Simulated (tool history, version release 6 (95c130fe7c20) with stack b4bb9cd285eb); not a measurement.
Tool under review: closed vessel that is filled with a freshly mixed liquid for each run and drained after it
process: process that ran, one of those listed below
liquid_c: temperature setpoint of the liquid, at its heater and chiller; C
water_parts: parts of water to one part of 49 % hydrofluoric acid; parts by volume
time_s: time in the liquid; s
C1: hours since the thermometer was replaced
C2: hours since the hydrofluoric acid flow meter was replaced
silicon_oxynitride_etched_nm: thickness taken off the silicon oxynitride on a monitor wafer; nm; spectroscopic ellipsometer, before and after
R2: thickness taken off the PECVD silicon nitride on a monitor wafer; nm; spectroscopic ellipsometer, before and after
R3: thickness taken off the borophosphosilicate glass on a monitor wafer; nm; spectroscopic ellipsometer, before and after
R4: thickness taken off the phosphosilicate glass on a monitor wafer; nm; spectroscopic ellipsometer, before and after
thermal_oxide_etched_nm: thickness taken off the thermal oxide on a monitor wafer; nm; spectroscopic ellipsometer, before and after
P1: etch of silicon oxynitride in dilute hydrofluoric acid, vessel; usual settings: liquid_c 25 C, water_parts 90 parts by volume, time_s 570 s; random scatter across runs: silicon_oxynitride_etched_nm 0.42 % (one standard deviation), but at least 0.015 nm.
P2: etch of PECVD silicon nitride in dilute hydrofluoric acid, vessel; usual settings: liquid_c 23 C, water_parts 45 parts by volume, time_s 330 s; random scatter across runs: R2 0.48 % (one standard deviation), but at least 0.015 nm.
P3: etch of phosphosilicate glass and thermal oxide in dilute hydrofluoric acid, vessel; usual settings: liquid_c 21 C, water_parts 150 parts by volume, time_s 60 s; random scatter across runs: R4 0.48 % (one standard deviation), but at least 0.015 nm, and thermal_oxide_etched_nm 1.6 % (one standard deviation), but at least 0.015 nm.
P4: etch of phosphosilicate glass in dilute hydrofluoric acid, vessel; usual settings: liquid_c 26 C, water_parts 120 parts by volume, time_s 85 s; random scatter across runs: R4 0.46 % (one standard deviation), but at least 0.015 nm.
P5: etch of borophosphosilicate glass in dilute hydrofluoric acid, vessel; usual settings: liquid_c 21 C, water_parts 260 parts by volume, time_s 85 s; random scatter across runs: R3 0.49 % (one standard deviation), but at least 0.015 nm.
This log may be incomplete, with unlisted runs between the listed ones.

run 1 hour=13.8 | process=P1 liquid_c=25 water_parts=90 time_s=570 | C1=157.6 C2=700 | silicon_oxynitride_etched_nm=18.496
run 2 hour=26 | process=P1 liquid_c=25 water_parts=90 time_s=570 | C1=169.8 C2=712.2 | silicon_oxynitride_etched_nm=18.585
run 3 hour=40.4 | process=P2 liquid_c=23 water_parts=45 time_s=330 | C1=184.2 C2=726.6 | R2=11.652
run 4 hour=52.7 | process=P1 liquid_c=25 water_parts=135 time_s=980 | C1=196.5 C2=738.9 | silicon_oxynitride_etched_nm=20.413
run 5 hour=66.6 | process=P5 liquid_c=21 water_parts=260 time_s=85 | C1=210.4 C2=752.8 | R3=11.79
run 6 hour=74.8 | process=P1 liquid_c=25 water_parts=165 time_s=570 | C1=218.6 C2=761 | silicon_oxynitride_etched_nm=9.5033
run 7 hour=86.7 | process=P4 liquid_c=26 water_parts=120 time_s=85 | C1=230.5 C2=772.9 | R4=49.552
run 8 hour=100.6 | process=P1 liquid_c=25 water_parts=90 time_s=295 | C1=244.4 C2=786.8 | silicon_oxynitride_etched_nm=9.563
run 9 hour=111.4 | process=P2 liquid_c=27.5 water_parts=45 time_s=330 | C1=255.2 C2=797.6 | R2=15.901
run 10 hour=119.6 | process=P1 liquid_c=25 water_parts=90 time_s=570 | C1=263.4 C2=805.8 | silicon_oxynitride_etched_nm=18.592
run 11 hour=131.9 | process=P3 liquid_c=17 water_parts=150 time_s=60 | C1=275.7 C2=818.1 | R4=25.406 thermal_oxide_etched_nm=1.3607
run 12 hour=147.2 | process=P1 liquid_c=25 water_parts=90 time_s=570 | C1=291 C2=833.4 | silicon_oxynitride_etched_nm=18.522
run 13 hour=159.6 | process=P5 liquid_c=21 water_parts=260 time_s=35 | C1=303.4 C2=845.8 | R3=4.8403
run 14 hour=176.3 | process=P2 liquid_c=23 water_parts=45 time_s=330 | C1=320.1 C2=862.5 | R2=11.574
run 15 hour=192.3 | process=P1 liquid_c=29.5 water_parts=55 time_s=570 | C1=336.1 C2=878.5 | silicon_oxynitride_etched_nm=38.617
run 16 hour=209.9 | process=P2 liquid_c=23 water_parts=70 time_s=330 | C1=353.7 C2=896.1 | R2=7.539
run 17 hour=220.8 | process=P2 liquid_c=23 water_parts=45 time_s=645 | C1=364.6 C2=907 | R2=22.741
run 18 hour=229.3 | process=P4 liquid_c=26 water_parts=60 time_s=85 | C1=373.1 C2=915.5 | R4=107.3
run 19 hour=244.7 | process=P3 liquid_c=21 water_parts=150 time_s=60 | C1=388.5 C2=930.9 | R4=29.969 thermal_oxide_etched_nm=1.5484
run 20 hour=260 | process=P5 liquid_c=21 water_parts=260 time_s=85 | C1=403.8 C2=946.2 | R3=11.765
run 21 hour=275.2 | process=P4 liquid_c=26 water_parts=120 time_s=50 | C1=419 C2=961.4 | R4=28.834
run 22 hour=283.3 | process=P5 liquid_c=21 water_parts=45 time_s=85 | C1=427.1 C2=969.5 | R3=85.207
run 23 hour=293 | process=P1 liquid_c=17.5 water_parts=90 time_s=570 | C1=436.8 C2=979.2 | silicon_oxynitride_etched_nm=12.909
run 24 hour=304.5 | process=P5 liquid_c=28.5 water_parts=260 time_s=85 | C1=448.3 C2=990.7 | R3=15.318
run 25 hour=312.6 | process=P1 liquid_c=25 water_parts=90 time_s=570 | C1=456.4 C2=998.8 | silicon_oxynitride_etched_nm=18.444
run 26 hour=322.5 | process=P3 liquid_c=21 water_parts=150 time_s=60 | C1=466.3 C2=1008.7 | R4=29.939 thermal_oxide_etched_nm=1.5554
run 27 hour=337.8 | process=P3 liquid_c=21 water_parts=75 time_s=60 | C1=481.6 C2=1024 | R4=65.843 thermal_oxide_etched_nm=3.3521
run 28 hour=351.5 | process=P1 liquid_c=30 water_parts=35 time_s=570 | C1=495.3 C2=1037.7 | silicon_oxynitride_etched_nm=63.454
run 29 hour=362.6 | process=P1 liquid_c=25 water_parts=90 time_s=1080 | C1=506.4 C2=1048.8 | silicon_oxynitride_etched_nm=35.492
run 30 hour=374.4 | process=P1 liquid_c=25 water_parts=45 time_s=570 | C1=518.2 C2=1060.6 | silicon_oxynitride_etched_nm=38.388
run 31 hour=391.6 | process=P4 liquid_c=26 water_parts=120 time_s=85 | C1=535.4 C2=1077.8 | R4=49.497
run 32 hour=399.5 | process=P4 liquid_c=19.5 water_parts=120 time_s=85 | C1=543.3 C2=1085.7 | R4=37.961
run 33 hour=412.4 | process=P1 liquid_c=33 water_parts=90 time_s=570 | C1=556.2 C2=1098.6 | silicon_oxynitride_etched_nm=26.776

Estimate the outcome of run 34 from the log above:
run 34 hour=427.5 | process=P3 liquid_c=21 water_parts=150 time_s=100 | C1=571.3 C2=1113.7 | R4=? thermal_oxide_etched_nm=?

Logged for run 34: R4 50.007 nm, thermal_oxide_etched_nm 2.5619 nm.

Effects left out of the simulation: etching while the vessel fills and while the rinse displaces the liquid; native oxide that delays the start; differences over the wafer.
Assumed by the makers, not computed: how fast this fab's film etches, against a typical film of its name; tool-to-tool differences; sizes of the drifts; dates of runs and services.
